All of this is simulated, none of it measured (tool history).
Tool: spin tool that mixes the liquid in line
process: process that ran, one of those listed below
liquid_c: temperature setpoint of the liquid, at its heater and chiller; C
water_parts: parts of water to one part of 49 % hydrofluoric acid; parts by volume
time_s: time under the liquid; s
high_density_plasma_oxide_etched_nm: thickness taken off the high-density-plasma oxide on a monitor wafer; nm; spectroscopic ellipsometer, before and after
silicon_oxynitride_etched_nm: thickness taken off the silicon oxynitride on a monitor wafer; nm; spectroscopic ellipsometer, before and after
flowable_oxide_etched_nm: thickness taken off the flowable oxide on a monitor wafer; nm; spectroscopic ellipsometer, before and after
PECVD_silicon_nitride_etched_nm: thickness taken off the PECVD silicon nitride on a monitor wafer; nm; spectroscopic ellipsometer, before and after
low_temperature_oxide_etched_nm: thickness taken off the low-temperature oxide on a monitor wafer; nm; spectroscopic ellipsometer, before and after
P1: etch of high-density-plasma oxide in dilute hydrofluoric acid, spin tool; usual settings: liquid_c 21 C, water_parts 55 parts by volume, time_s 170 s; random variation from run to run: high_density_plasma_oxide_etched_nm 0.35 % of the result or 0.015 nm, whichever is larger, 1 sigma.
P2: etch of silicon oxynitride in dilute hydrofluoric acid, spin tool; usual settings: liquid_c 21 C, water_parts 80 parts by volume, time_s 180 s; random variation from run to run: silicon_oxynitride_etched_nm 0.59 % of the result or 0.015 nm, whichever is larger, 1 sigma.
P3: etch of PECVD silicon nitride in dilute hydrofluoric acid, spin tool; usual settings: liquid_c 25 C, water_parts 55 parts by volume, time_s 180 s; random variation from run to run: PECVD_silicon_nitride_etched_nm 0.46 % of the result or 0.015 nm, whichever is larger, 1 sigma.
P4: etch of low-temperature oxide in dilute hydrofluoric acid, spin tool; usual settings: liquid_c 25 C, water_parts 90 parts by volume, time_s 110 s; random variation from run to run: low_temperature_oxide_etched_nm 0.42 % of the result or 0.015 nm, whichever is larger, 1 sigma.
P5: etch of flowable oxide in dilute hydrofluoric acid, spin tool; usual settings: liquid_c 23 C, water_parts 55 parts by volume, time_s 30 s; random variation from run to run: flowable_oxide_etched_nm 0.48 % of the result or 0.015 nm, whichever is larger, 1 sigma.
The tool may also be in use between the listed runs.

run	hour	process	liquid_c	water_parts	time_s	hours since the thermometer was replaced	hours since the hydrofluoric acid flow meter was replaced	high_density_plasma_oxide_etched_nm	silicon_oxynitride_etched_nm	flowable_oxide_etched_nm	PECVD_silicon_nitride_etched_nm	low_temperature_oxide_etched_nm
1	4.2	P1	21	55	170	1852	397.9	22.099				
2	10.2	P2	21	80	180	1858	403.9		5.4533			
3	16.6	P1	21	55	170	1864.4	410.3	22.178				
4	23	P5	23	55	30	1870.8	416.7			15.608		
5	31.2	P3	25	55	350	1879	424.9				17.512	
6	35.6	P1	21	75	170	1883.4	429.3	15.898				
7	43.1	P4	25	130	110	1890.9	436.8					29.535
8	47.5	P1	21	55	170	1895.3	441.2	22.128				
9	54.4	P5	28	55	30	1902.2	448.1			19.104		
10	60.3	P4	30	90	110	1908.1	454					54.336
11	65.4	P2	21	80	345	1913.2	459.1		10.412			
12	71.7	P1	17	55	170	1919.5	465.4	18.75				
13	80	P2	26.5	80	180	1927.8	473.7		7.1188			
14	84.5	P1	21	35	170	1932.3	478.2	35.731				
15	92.2	P4	25	90	15	1940	485.9					6.1185
16	97.3	P5	23	55	30	1945.1	491			15.771		
17	105.2	P3	32	55	180	1953	498.9				14.286	
18	110.7	P1	21	20	85	1958.5	504.4	31.552				
19	117.8	P1	17	55	300	1965.6	511.5	32.911				
20	125.2	P1	21	55	15	1973	518.9	1.9576				
21	132.4	P4	25	90	110	1980.2	526.1					45.019
22	138.5	P2	21	25	180	1986.3	532.2		18.028			
23	142.7	P5	23	55	60	1990.5	536.4			31.62		
24	149.6	P4	25	90	110	1997.4	543.3					44.91
25	156	P1	27.5	55	170	2003.8	549.7	28.903				

Run 26 comes next. What will it give?
26	162.3	P1	21	20	25	2010.1	556	?				

high_density_plasma_oxide_etched_nm: 9.3867 nm

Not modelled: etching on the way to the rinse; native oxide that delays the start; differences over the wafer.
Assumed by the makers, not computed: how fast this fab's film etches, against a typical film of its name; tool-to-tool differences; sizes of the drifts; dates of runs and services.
